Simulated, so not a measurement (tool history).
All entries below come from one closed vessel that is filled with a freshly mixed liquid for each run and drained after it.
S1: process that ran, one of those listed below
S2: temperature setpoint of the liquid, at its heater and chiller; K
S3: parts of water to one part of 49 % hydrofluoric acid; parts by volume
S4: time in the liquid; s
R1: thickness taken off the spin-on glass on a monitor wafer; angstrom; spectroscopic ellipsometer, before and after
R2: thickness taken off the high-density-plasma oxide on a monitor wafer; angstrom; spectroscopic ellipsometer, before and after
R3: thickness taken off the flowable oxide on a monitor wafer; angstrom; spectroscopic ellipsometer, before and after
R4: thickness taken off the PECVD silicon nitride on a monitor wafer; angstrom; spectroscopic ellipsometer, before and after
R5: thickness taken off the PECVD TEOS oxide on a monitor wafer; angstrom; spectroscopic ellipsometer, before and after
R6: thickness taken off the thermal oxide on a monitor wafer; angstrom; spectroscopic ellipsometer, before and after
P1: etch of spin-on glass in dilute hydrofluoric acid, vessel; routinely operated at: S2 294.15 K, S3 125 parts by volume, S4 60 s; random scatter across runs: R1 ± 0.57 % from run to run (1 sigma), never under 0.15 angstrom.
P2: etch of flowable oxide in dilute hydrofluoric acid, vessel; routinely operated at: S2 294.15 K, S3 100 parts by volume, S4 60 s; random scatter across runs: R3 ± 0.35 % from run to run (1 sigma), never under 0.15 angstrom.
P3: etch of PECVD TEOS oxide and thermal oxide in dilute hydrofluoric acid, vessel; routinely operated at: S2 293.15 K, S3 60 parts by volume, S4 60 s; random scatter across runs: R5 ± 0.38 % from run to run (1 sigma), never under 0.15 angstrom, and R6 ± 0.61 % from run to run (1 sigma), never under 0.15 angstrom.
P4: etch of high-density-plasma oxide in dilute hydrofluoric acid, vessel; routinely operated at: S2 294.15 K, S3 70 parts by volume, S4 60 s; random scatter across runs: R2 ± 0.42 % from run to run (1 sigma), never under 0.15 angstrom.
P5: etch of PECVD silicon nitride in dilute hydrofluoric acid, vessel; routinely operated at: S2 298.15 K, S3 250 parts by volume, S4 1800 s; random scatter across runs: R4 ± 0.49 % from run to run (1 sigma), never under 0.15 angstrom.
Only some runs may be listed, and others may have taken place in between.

run	day	S1	S2	S3	S4	R1	R2	R3	R4	R5	R6
1	0.308	P1	294.15	125	60	293.80					
2	0.575	P4	294.15	20	60		322.300				
3	0.908	P1	294.15	125	105	511.60					
4	1.354	P1	299.15	125	60	357.72					
5	1.846	P2	294.15	100	60			158.380			
6	2.258	P1	294.15	30	60	1365.70					
7	2.683	P5	298.15	250	1800				233.85		
8	3.050	P5	298.15	250	1000				129.02		
9	3.450	P3	293.15	20	60					319.460	133.270
10	3.929	P3	293.15	60	30					50.824	21.336
11	4.438	P1	294.15	180	60	193.01					
12	4.792	P1	294.15	125	60	291.38					
13	5.162	P2	301.15	100	60			205.340			
14	5.475	P5	304.65	250	1800				343.20		
15	5.854	P5	298.15	380	1800				154.89		
16	6.242	P4	294.15	70	30		43.148				
17	6.717	P3	290.15	60	60					88.623	36.987
18	7.071	P3	293.15	60	60					101.490	42.085
19	7.475	P3	293.15	60	60					101.400	42.381
20	7.738	P2	294.15	150	60			99.537			
21	8.075	P4	300.65	70	60		112.420				
22	8.375	P2	294.15	100	100			263.040			
23	8.729	P1	290.15	125	30	124.29					
24	9.058	P1	294.15	125	30	147.52					
25	9.450	P4	294.15	70	60		86.556				
26	9.829	P1	290.15	125	60	246.64					
27	10.196	P1	298.15	75	60	600.99					
28	10.708	P1	294.15	125	60	292.20					
29	11.192	P1	294.15	125	60	290.78					
30	11.433	P4	294.15	70	60		85.881				
31	11.900	P1	294.15	125	60	293.55					
32	12.288	P1	294.15	125	60	303.46					
33	12.621	P1	294.15	125	60	307.00					
34	13.062	P1	294.15	125	60	310.95					
35	13.421	P1	294.15	125	60	317.65					
36	13.821	P1	294.15	125	60	310.91					
37	14.062	P1	294.15	125	60	312.09					

Something has made what P1 gives creep away from where it was; the 2 causes below, each at its own stated size, fit the log equally well:
A: hydrofluoric acid flow above the setpoint (%) = 6.25
B: liquid hotter than its thermometer reads (K) = 1.74
At approximately day 11.900, the process output began to creep.

Consider the 4 single-wafer check runs listed below, results given as question marks: which one distinguishes between the causes by giving clearly different results for each?
check 1	14.304	P2	294.15	100	60			?			
check 2	14.304	P3	293.15	60	60					?	?
check 3	14.304	P5	298.15	250	1800				?		
check 4	14.304	P4	294.15	70	60		?				

What each check would give under each cause:
check	result	if A	if B
check 1	R3	167.940	168.430
check 2	R5	107.690	108.560
check 2	R6	45.198	45.563
check 3	R4	248.01	259.60
check 4	R2	92.219	92.788
Per check, the gap between the least separated pair of causes, taken in the result that splits them most: check 1 0.29 %; check 2 0.8 %; check 3 4.57 %; check 4 0.62 %
Only in check 3 would the causes give clearly different results; in the remaining checks their results would be nearly the same.

Here is what check 3 returned: R4 259.62 angstrom. Which cause is it?

It is B: liquid hotter than its thermometer reads (K).
